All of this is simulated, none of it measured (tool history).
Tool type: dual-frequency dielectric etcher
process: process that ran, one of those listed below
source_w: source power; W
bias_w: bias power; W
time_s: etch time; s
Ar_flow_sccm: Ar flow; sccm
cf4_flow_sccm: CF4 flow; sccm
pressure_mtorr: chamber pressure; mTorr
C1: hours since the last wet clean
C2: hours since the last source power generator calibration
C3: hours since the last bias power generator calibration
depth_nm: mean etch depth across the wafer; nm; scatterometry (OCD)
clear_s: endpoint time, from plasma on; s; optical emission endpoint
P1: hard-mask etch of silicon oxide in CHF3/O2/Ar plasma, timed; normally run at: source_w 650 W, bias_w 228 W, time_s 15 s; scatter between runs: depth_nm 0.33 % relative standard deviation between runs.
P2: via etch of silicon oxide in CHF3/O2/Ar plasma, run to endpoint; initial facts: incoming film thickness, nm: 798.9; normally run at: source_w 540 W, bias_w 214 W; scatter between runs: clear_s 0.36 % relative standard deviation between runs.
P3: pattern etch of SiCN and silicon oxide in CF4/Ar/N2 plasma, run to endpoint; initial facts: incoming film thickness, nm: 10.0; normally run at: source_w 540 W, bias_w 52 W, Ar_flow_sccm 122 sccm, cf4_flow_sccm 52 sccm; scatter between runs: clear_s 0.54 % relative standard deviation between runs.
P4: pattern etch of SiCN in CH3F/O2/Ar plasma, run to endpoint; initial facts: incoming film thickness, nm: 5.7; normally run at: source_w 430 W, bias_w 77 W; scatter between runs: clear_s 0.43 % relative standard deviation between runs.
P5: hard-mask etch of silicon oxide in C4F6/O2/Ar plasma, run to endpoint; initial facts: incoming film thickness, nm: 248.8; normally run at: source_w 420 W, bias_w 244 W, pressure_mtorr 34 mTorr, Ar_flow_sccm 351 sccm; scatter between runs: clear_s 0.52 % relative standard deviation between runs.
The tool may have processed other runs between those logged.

Run 1, hour 5.1: process P1, source_w 650 W, bias_w 228 W, time_s 15 s; C1 314.7; C2 423.7; C3 210.3. Result: depth_nm 32.959 nm.
Run 2, hour 14.5: process P3, source_w 540 W, bias_w 37 W, Ar_flow_sccm 122 sccm, cf4_flow_sccm 52 sccm; C1 324.1; C2 433.1; C3 219.7. Result: clear_s 13.164 s.
Run 3, hour 26: process P1, source_w 880 W, bias_w 228 W, time_s 15 s; C1 335.6; C2 444.6; C3 231.2. Result: depth_nm 36.884 nm.
Run 4, hour 31.5: process P1, source_w 650 W, bias_w 228 W, time_s 15 s; C1 341.1; C2 450.1; C3 236.7. Result: depth_nm 33.07 nm.
Run 5, hour 42.9: process P1, source_w 440 W, bias_w 228 W, time_s 15 s; C1 352.5; C2 461.5; C3 248.1. Result: depth_nm 28.447 nm.
Run 6, hour 51.5: process P1, source_w 650 W, bias_w 228 W, time_s 15 s; C1 361.1; C2 470.1; C3 256.7. Result: depth_nm 32.885 nm.
Run 7, hour 60.8: process P4, source_w 590 W, bias_w 77 W; C1 370.4; C2 479.4; C3 266. Result: clear_s 12.749 s.
Run 8, hour 66.8: process P5, source_w 420 W, bias_w 244 W, Ar_flow_sccm 351 sccm, pressure_mtorr 34 mTorr; C1 376.4; C2 485.4; C3 272. Result: clear_s 71.264 s.
Run 9, hour 76.6: process P5, source_w 420 W, bias_w 244 W, Ar_flow_sccm 351 sccm, pressure_mtorr 27 mTorr; C1 386.2; C2 495.2; C3 281.8. Result: clear_s 70.031 s.
Run 10, hour 83: process P1, source_w 650 W, bias_w 140 W, time_s 15 s; C1 392.6; C2 501.6; C3 288.2. Result: depth_nm 27.945 nm.
At hour 85.5: bias power generator calibrated.
Run 11, hour 94.3: process P2, source_w 540 W, bias_w 214 W; C1 403.9; C2 512.9; C3 8.8. Result: clear_s 395.07 s.
Run 12, hour 105.8: process P3, source_w 540 W, bias_w 52 W, Ar_flow_sccm 122 sccm, cf4_flow_sccm 52 sccm; C1 415.4; C2 524.4; C3 20.3. Result: clear_s 11.844 s.
Run 13, hour 112.3: process P1, source_w 650 W, bias_w 228 W, time_s 15 s; C1 421.9; C2 530.9; C3 26.8. Result: depth_nm 32.972 nm.
Run 14, hour 119.5: process P1, source_w 870 W, bias_w 228 W, time_s 20.5 s; C1 429.1; C2 538.1; C3 34. Result: depth_nm 50.261 nm.
Run 15, hour 129.2: process P2, source_w 540 W, bias_w 288 W; C1 438.8; C2 547.8; C3 43.7. Result: clear_s 356.87 s.
Run 16, hour 134.7: process P3, source_w 540 W, bias_w 52 W, Ar_flow_sccm 122 sccm, cf4_flow_sccm 41 sccm; C1 444.3; C2 553.3; C3 49.2. Result: clear_s 12.248 s.
Run 17, hour 145.1: process P5, source_w 420 W, bias_w 244 W, Ar_flow_sccm 351 sccm, pressure_mtorr 34 mTorr; C1 454.7; C2 563.7; C3 59.6. Result: clear_s 71.253 s.
Run 18, hour 150.8: process P1, source_w 650 W, bias_w 300 W, time_s 15 s; C1 460.4; C2 569.4; C3 65.3. Result: depth_nm 36.276 nm.
Run 19, hour 158.3: process P2, source_w 540 W, bias_w 214 W; C1 467.9; C2 576.9; C3 72.8. Result: clear_s 396.66 s.
Run 20, hour 163.7: process P5, source_w 420 W, bias_w 339 W, Ar_flow_sccm 351 sccm, pressure_mtorr 34 mTorr; C1 473.3; C2 582.3; C3 78.2. Result: clear_s 63.482 s.
Run 21, hour 174.3: process P5, source_w 420 W, bias_w 244 W, Ar_flow_sccm 494 sccm, pressure_mtorr 34 mTorr; C1 483.9; C2 592.9; C3 88.8. Result: clear_s 74.396 s.
Run 22, hour 183.1: process P1, source_w 650 W, bias_w 228 W, time_s 15 s; C1 492.7; C2 601.7; C3 97.6. Result: depth_nm 32.929 nm.
Run 23, hour 192: process P3, source_w 330 W, bias_w 52 W, Ar_flow_sccm 122 sccm, cf4_flow_sccm 52 sccm; C1 501.6; C2 610.6; C3 106.5. Result: clear_s 18.14 s.
Run 24, hour 200.3: process P4, source_w 430 W, bias_w 62 W; C1 509.9; C2 618.9; C3 114.8. Result: clear_s 15.438 s.
At hour 204: wet clean of the chamber.
Run 25, hour 209.5: process P2, source_w 750 W, bias_w 214 W; C1 5.5; C2 628.1; C3 124. Result: clear_s 347.61 s.
Run 26, hour 216.9: process P4, source_w 430 W, bias_w 77 W; C1 12.9; C2 635.5; C3 131.4. Result: clear_s 14.526 s.
Run 27, hour 226.4: process P1, source_w 650 W, bias_w 228 W, time_s 8 s; C1 22.4; C2 645; C3 140.9. Result: depth_nm 17.656 nm.
Run 28, hour 235: process P1, source_w 650 W, bias_w 228 W, time_s 20.5 s; C1 31; C2 653.6; C3 149.5. Result: depth_nm 44.941 nm.
Run 29, hour 241.5: process P4, source_w 430 W, bias_w 77 W; C1 37.5; C2 660.1; C3 156. Result: clear_s 14.385 s.
Run 30, hour 250.8: process P1, source_w 650 W, bias_w 228 W, time_s 15 s; C1 46.8; C2 669.4; C3 165.3. Result: depth_nm 32.892 nm.
Run 31, hour 260.7: process P3, source_w 540 W, bias_w 52 W, Ar_flow_sccm 168 sccm, cf4_flow_sccm 52 sccm; C1 56.7; C2 679.3; C3 175.2. Result: clear_s 12.453 s.
Run 32, hour 270.1: process P5, source_w 280 W, bias_w 244 W, Ar_flow_sccm 351 sccm, pressure_mtorr 34 mTorr; C1 66.1; C2 688.7; C3 184.6. Result: clear_s 82.978 s.
Run 33, hour 279.5: process P1, source_w 650 W, bias_w 228 W, time_s 15 s; C1 75.5; C2 698.1; C3 194. Result: depth_nm 32.994 nm.
Run 34, hour 286.1: process P1, source_w 650 W, bias_w 228 W, time_s 15 s; C1 82.1; C2 704.7; C3 200.6. Result: depth_nm 33.031 nm.
Run 35, hour 291.9: process P1, source_w 650 W, bias_w 228 W, time_s 15 s; C1 87.9; C2 710.5; C3 206.4. Result: depth_nm 33.386 nm.
Run 36, hour 300: process P1, source_w 650 W, bias_w 228 W, time_s 15 s; C1 96; C2 718.6; C3 214.5. Result: depth_nm 33.19 nm.

Predict the results of run 37:
Run 37, hour 311.1: process P1, source_w 650 W, bias_w 228 W, time_s 15 s; C1 107.1; C2 729.7; C3 225.6. Result: depth_nm ?.

depth_nm: 33.282 nm

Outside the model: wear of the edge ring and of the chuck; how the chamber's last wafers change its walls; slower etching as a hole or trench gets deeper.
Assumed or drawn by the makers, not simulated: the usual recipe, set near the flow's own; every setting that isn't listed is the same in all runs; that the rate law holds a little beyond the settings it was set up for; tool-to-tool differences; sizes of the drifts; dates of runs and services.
